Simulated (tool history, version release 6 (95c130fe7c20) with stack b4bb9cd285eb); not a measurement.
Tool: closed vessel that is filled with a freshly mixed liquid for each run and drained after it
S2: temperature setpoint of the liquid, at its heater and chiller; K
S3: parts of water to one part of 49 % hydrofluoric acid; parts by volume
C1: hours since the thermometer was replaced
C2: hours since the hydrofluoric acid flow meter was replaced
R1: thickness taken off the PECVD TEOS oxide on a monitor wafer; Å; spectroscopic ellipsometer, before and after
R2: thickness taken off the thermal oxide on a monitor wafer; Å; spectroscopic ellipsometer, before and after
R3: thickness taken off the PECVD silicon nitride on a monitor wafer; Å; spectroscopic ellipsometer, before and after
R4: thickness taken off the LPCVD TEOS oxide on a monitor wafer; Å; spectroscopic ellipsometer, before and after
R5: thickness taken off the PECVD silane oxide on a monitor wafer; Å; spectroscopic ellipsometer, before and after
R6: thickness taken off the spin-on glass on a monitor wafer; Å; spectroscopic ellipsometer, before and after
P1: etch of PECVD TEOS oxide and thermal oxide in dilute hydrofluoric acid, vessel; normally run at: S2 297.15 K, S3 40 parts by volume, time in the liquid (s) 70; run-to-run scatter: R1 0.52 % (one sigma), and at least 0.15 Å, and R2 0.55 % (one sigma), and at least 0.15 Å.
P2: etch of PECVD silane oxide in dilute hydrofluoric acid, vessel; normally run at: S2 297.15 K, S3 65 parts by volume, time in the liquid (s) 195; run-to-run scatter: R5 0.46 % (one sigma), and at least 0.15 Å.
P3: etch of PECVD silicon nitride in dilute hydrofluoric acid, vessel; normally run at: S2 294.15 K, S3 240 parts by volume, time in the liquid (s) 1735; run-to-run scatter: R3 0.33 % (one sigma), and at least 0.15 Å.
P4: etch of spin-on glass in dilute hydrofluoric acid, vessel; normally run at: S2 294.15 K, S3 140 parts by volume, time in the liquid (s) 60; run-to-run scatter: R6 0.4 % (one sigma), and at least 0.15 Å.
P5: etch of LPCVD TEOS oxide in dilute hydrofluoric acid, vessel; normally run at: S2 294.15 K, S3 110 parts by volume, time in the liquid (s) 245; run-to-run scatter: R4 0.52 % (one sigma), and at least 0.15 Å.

{"run": 1, "hour": 6.4, "process that ran": "P1", "S2": 297.15, "S3": 40, "time in the liquid (s)": 70, "C1": 893, "C2": 553.1, "R1": 268.23, "R2": 90.074}
{"run": 2, "hour": 14.0, "process that ran": "P1", "S2": 300.65, "S3": 40, "time in the liquid (s)": 100, "C1": 900.6, "C2": 560.7, "R1": 443.18, "R2": 149.58}
{"run": 3, "hour": 23.8, "process that ran": "P3", "S2": 294.15, "S3": 120, "time in the liquid (s)": 1735, "C1": 910.4, "C2": 570.5, "R3": 441.55}
{"run": 4, "hour": 29.7, "process that ran": "P1", "S2": 305.65, "S3": 40, "time in the liquid (s)": 70, "C1": 916.3, "C2": 576.4, "R1": 376.99, "R2": 125.61}
{"run": 5, "hour": 34.3, "process that ran": "P5", "S2": 294.15, "S3": 165, "time in the liquid (s)": 245, "C1": 920.9, "C2": 581, "R4": 211.55}
{"run": 6, "hour": 40.0, "process that ran": "P5", "S2": 294.15, "S3": 110, "time in the liquid (s)": 245, "C1": 926.6, "C2": 586.7, "R4": 334.9}
{"run": 7, "hour": 49.4, "process that ran": "P2", "S2": 297.15, "S3": 65, "time in the liquid (s)": 295, "C1": 936, "C2": 596.1, "R5": 726.35}
{"run": 8, "hour": 56.1, "process that ran": "P3", "S2": 290.15, "S3": 240, "time in the liquid (s)": 1735, "C1": 942.7, "C2": 602.8, "R3": 173.3}
{"run": 9, "hour": 61.5, "process that ran": "P1", "S2": 304.65, "S3": 40, "time in the liquid (s)": 30, "C1": 948.1, "C2": 608.2, "R1": 155.09, "R2": 51.833}
{"run": 10, "hour": 69.3, "process that ran": "P2", "S2": 297.15, "S3": 65, "time in the liquid (s)": 195, "C1": 955.9, "C2": 616, "R5": 477.29}
{"run": 11, "hour": 77.3, "process that ran": "P5", "S2": 294.15, "S3": 110, "time in the liquid (s)": 80, "C1": 963.9, "C2": 624, "R4": 110.55}
{"run": 12, "hour": 83.6, "process that ran": "P2", "S2": 297.15, "S3": 110, "time in the liquid (s)": 195, "C1": 970.2, "C2": 630.3, "R5": 265.73}
{"run": 13, "hour": 89.4, "process that ran": "P1", "S2": 290.65, "S3": 40, "time in the liquid (s)": 70, "C1": 976, "C2": 636.1, "R1": 203.22, "R2": 68.423}
{"run": 14, "hour": 93.8, "process that ran": "P3", "S2": 294.15, "S3": 240, "time in the liquid (s)": 1735, "C1": 980.4, "C2": 640.5, "R3": 224.26}
{"run": 15, "hour": 103.2, "process that ran": "P4", "S2": 294.15, "S3": 140, "time in the liquid (s)": 85, "C1": 989.8, "C2": 649.9, "R6": 265.37}
{"run": 16, "hour": 112.6, "process that ran": "P4", "S2": 294.15, "S3": 140, "time in the liquid (s)": 60, "C1": 999.2, "C2": 659.3, "R6": 188.01}
{"run": 17, "hour": 120.5, "process that ran": "P1", "S2": 297.15, "S3": 40, "time in the liquid (s)": 70, "C1": 1007.1, "C2": 667.2, "R1": 267.8, "R2": 90.594}
{"run": 18, "hour": 129.5, "process that ran": "P3", "S2": 294.15, "S3": 240, "time in the liquid (s)": 2510, "C1": 1016.1, "C2": 676.2, "R3": 323.7}
{"run": 19, "hour": 136.6, "process that ran": "P3", "S2": 294.15, "S3": 240, "time in the liquid (s)": 1735, "C1": 1023.2, "C2": 683.3, "R3": 223.36}
{"run": 20, "hour": 142.1, "process that ran": "P1", "S2": 297.15, "S3": 40, "time in the liquid (s)": 30, "C1": 1028.7, "C2": 688.8, "R1": 115.23, "R2": 39.166}
{"run": 21, "hour": 147.5, "process that ran": "P1", "S2": 297.15, "S3": 40, "time in the liquid (s)": 70, "C1": 1034.1, "C2": 694.2, "R1": 272.12, "R2": 89.704}
{"run": 22, "hour": 152.4, "process that ran": "P1", "S2": 297.15, "S3": 40, "time in the liquid (s)": 70, "C1": 1039, "C2": 699.1, "R1": 267.46, "R2": 90.518}
{"run": 23, "hour": 156.9, "process that ran": "P4", "S2": 290.15, "S3": 140, "time in the liquid (s)": 60, "C1": 1043.5, "C2": 703.6, "R6": 159.94}
{"run": 24, "hour": 165.3, "process that ran": "P1", "S2": 297.15, "S3": 40, "time in the liquid (s)": 125, "C1": 1051.9, "C2": 712, "R1": 481.16, "R2": 162.33}
{"run": 25, "hour": 174.7, "process that ran": "P2", "S2": 290.15, "S3": 65, "time in the liquid (s)": 195, "C1": 1061.3, "C2": 721.4, "R5": 354.37}
{"run": 26, "hour": 183.4, "process that ran": "P5", "S2": 294.15, "S3": 110, "time in the liquid (s)": 245, "C1": 1070, "C2": 730.1, "R4": 339.51}
{"run": 27, "hour": 192.4, "process that ran": "P1", "S2": 297.15, "S3": 65, "time in the liquid (s)": 70, "C1": 1079, "C2": 739.1, "R1": 159.25, "R2": 54.254}
{"run": 28, "hour": 202.0, "process that ran": "P5", "S2": 290.15, "S3": 110, "time in the liquid (s)": 245, "C1": 1088.6, "C2": 748.7, "R4": 287.66}
{"run": 29, "hour": 211.6, "process that ran": "P1", "S2": 305.15, "S3": 40, "time in the liquid (s)": 30, "C1": 1098.2, "C2": 758.3, "R1": 157.64, "R2": 53.453}
{"run": 30, "hour": 221.2, "process that ran": "P1", "S2": 297.15, "S3": 20, "time in the liquid (s)": 70, "C1": 1107.8, "C2": 767.9, "R1": 553.71, "R2": 185.11}
{"run": 31, "hour": 226.9, "process that ran": "P4", "S2": 294.15, "S3": 230, "time in the liquid (s)": 60, "C1": 1113.5, "C2": 773.6, "R6": 104.34}
{"run": 32, "hour": 235.1, "process that ran": "P2", "S2": 297.15, "S3": 65, "time in the liquid (s)": 195, "C1": 1121.7, "C2": 781.8, "R5": 474.79}
{"run": 33, "hour": 240.4, "process that ran": "P1", "S2": 297.15, "S3": 40, "time in the liquid (s)": 70, "C1": 1127, "C2": 787.1, "R1": 268.15, "R2": 89.19}
{"run": 34, "hour": 245.3, "process that ran": "P1", "S2": 297.15, "S3": 40, "time in the liquid (s)": 70, "C1": 1131.9, "C2": 792, "R1": 272.96, "R2": 91.242}
{"run": 35, "hour": 253.6, "process that ran": "P1", "S2": 297.15, "S3": 40, "time in the liquid (s)": 70, "C1": 1140.2, "C2": 800.3, "R1": 276.59, "R2": 94.53}
{"run": 36, "hour": 260.5, "process that ran": "P1", "S2": 297.15, "S3": 40, "time in the liquid (s)": 70, "C1": 1147.1, "C2": 807.2, "R1": 283.75, "R2": 95.766}
{"run": 37, "hour": 266.1, "process that ran": "P1", "S2": 297.15, "S3": 40, "time in the liquid (s)": 70, "C1": 1152.7, "C2": 812.8, "R1": 287.09, "R2": 95.673}
{"run": 38, "hour": 271.2, "process that ran": "P1", "S2": 297.15, "S3": 40, "time in the liquid (s)": 70, "C1": 1157.8, "C2": 817.9, "R1": 284.75, "R2": 96.118}
{"run": 39, "hour": 278.9, "process that ran": "P1", "S2": 297.15, "S3": 40, "time in the liquid (s)": 70, "C1": 1165.5, "C2": 825.6, "R1": 288.07, "R2": 95.823}
{"run": 40, "hour": 286.0, "process that ran": "P1", "S2": 297.15, "S3": 40, "time in the liquid (s)": 70, "C1": 1172.6, "C2": 832.7, "R1": 289.16, "R2": 95.244}
{"run": 41, "hour": 295.3, "process that ran": "P1", "S2": 297.15, "S3": 40, "time in the liquid (s)": 70, "C1": 1181.9, "C2": 842, "R1": 288.43, "R2": 96.51}

What P1 gives has crept away from where it was. These 2 causes fit the log equally well, each at the size given:
A: hydrofluoric acid flow above the setpoint (%) = 6.77
B: liquid hotter than its thermometer reads (K) = 1.68
The creep began at about hour 240.4.

4 check runs are offered, one wafer each, their results left as question marks. Which one tells the causes apart?
{"run": "check 1", "hour": 304.6, "process that ran": "P3", "S2": 294.15, "S3": 240, "time in the liquid (s)": 1735, "R3": "?"}
{"run": "check 2", "hour": 304.6, "process that ran": "P5", "S2": 294.15, "S3": 110, "time in the liquid (s)": 245, "R4": "?"}
{"run": "check 3", "hour": 304.6, "process that ran": "P2", "S2": 297.15, "S3": 65, "time in the liquid (s)": 195, "R5": "?"}
{"run": "check 4", "hour": 304.6, "process that ran": "P4", "S2": 294.15, "S3": 140, "time in the liquid (s)": 60, "R6": "?"}

What each check would give under each cause:
check=check_1 result=R3 if_A=239.01 if_B=249.52
check=check_2 result=R4 if_A=363.9 if_B=361.75
check=check_3 result=R5 if_A=511.73 if_B=510.21
check=check_4 result=R6 if_A=202.96 if_B=201.12
How far apart the two closest causes lie, in the result that separates them most: check 1 4.3 %; check 2 0.59 %; check 3 0.3 %; check 4 0.91 %
Check 1 tells the causes apart: in the others they would give nearly the same result.

Check 1 was then run and gave: R3 238.33 Å. Which cause is it?

It is A: hydrofluoric acid flow above the setpoint (%).
